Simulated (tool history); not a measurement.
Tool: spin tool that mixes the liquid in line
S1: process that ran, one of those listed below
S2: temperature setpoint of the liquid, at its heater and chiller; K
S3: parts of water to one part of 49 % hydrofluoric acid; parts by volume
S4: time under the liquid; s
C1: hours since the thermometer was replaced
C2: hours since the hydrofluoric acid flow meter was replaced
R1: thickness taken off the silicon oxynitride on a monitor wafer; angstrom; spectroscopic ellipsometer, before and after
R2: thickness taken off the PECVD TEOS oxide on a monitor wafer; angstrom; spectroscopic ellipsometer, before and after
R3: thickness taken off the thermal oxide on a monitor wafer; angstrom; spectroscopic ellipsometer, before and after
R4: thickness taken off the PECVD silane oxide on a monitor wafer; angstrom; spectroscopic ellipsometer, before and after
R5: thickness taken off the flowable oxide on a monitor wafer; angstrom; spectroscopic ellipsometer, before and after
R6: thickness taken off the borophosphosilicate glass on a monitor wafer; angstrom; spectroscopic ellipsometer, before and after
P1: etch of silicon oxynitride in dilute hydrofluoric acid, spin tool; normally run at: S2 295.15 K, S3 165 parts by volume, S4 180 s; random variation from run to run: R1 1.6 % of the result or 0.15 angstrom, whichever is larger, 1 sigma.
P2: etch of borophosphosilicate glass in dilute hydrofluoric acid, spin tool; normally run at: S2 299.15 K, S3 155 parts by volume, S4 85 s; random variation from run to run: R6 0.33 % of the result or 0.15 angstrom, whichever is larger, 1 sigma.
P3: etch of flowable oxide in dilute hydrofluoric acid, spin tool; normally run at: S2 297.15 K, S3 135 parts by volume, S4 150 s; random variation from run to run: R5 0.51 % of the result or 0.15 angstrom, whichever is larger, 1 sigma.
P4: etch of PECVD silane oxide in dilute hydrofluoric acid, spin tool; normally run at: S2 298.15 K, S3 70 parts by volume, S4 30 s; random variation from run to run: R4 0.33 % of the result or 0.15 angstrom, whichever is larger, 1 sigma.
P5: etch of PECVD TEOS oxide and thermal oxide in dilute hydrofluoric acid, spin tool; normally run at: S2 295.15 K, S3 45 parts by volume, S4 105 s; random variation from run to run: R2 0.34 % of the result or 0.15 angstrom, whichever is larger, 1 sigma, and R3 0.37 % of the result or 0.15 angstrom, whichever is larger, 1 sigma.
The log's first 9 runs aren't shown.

Run 10, hour 40.3: S1 P1, S2 295.15 K, S3 50 parts by volume, S4 180 s; C1 1764.3; C2 577.5. Result: R1 60.286 angstrom.
Run 11, hour 42.8: S1 P5, S2 298.65 K, S3 45 parts by volume, S4 105 s; C1 1766.8; C2 580. Result: R2 484.72 angstrom, R3 118.11 angstrom.
Run 12, hour 48.1: S1 P2, S2 305.65 K, S3 155 parts by volume, S4 85 s; C1 1772.1; C2 585.3. Result: R6 276.89 angstrom.
Run 13, hour 50.5: S1 P3, S2 297.15 K, S3 135 parts by volume, S4 30 s; C1 1774.5; C2 587.7. Result: R5 55.486 angstrom.
Run 14, hour 53.1: S1 P1, S2 295.15 K, S3 260 parts by volume, S4 180 s; C1 1777.1; C2 590.3. Result: R1 9.9948 angstrom.
Run 15, hour 56.5: S1 P1, S2 295.15 K, S3 165 parts by volume, S4 180 s; C1 1780.5; C2 593.7. Result: R1 16.545 angstrom.
Run 16, hour 60.3: S1 P4, S2 298.15 K, S3 70 parts by volume, S4 30 s; C1 1784.3; C2 597.5. Result: R4 124.74 angstrom.
Run 17, hour 64.9: S1 P1, S2 295.15 K, S3 165 parts by volume, S4 180 s; C1 1788.9; C2 602.1. Result: R1 16.811 angstrom.
At hour 66.9: thermometer replaced.
Run 18, hour 68: S1 P2, S2 299.15 K, S3 155 parts by volume, S4 85 s; C1 1.1; C2 605.2. Result: R6 219.17 angstrom.
Run 19, hour 71.7: S1 P5, S2 295.15 K, S3 25 parts by volume, S4 105 s; C1 4.8; C2 608.9. Result: R2 772.91 angstrom, R3 188.12 angstrom.
Run 20, hour 74.5: S1 P1, S2 295.15 K, S3 165 parts by volume, S4 85 s; C1 7.6; C2 611.7. Result: R1 8.209 angstrom.
Run 21, hour 78.6: S1 P2, S2 299.15 K, S3 220 parts by volume, S4 85 s; C1 11.7; C2 615.8. Result: R6 142.78 angstrom.
Run 22, hour 82.5: S1 P4, S2 298.15 K, S3 70 parts by volume, S4 15 s; C1 15.6; C2 619.7. Result: R4 62.244 angstrom.
Run 23, hour 87.1: S1 P1, S2 295.15 K, S3 165 parts by volume, S4 330 s; C1 20.2; C2 624.3. Result: R1 29.632 angstrom.
Run 24, hour 90.5: S1 P1, S2 299.65 K, S3 165 parts by volume, S4 180 s; C1 23.6; C2 627.7. Result: R1 20.61 angstrom.
Run 25, hour 92.9: S1 P1, S2 291.65 K, S3 165 parts by volume, S4 180 s; C1 26; C2 630.1. Result: R1 14.04 angstrom.
Run 26, hour 96.8: S1 P2, S2 299.15 K, S3 155 parts by volume, S4 35 s; C1 29.9; C2 634. Result: R6 89.724 angstrom.
Run 27, hour 100.8: S1 P1, S2 295.15 K, S3 165 parts by volume, S4 180 s; C1 33.9; C2 638. Result: R1 17.009 angstrom.
Run 28, hour 106: S1 P4, S2 290.65 K, S3 70 parts by volume, S4 30 s; C1 39.1; C2 643.2. Result: R4 91.845 angstrom.

The next listed run, before its measurement:
Run 29, hour 110.7: S1 P5, S2 295.15 K, S3 45 parts by volume, S4 105 s; C1 43.8; C2 647.9. Result: R2 ?, R3 ?.

Run 29 gave R2 415.74 angstrom, R3 101.51 angstrom.
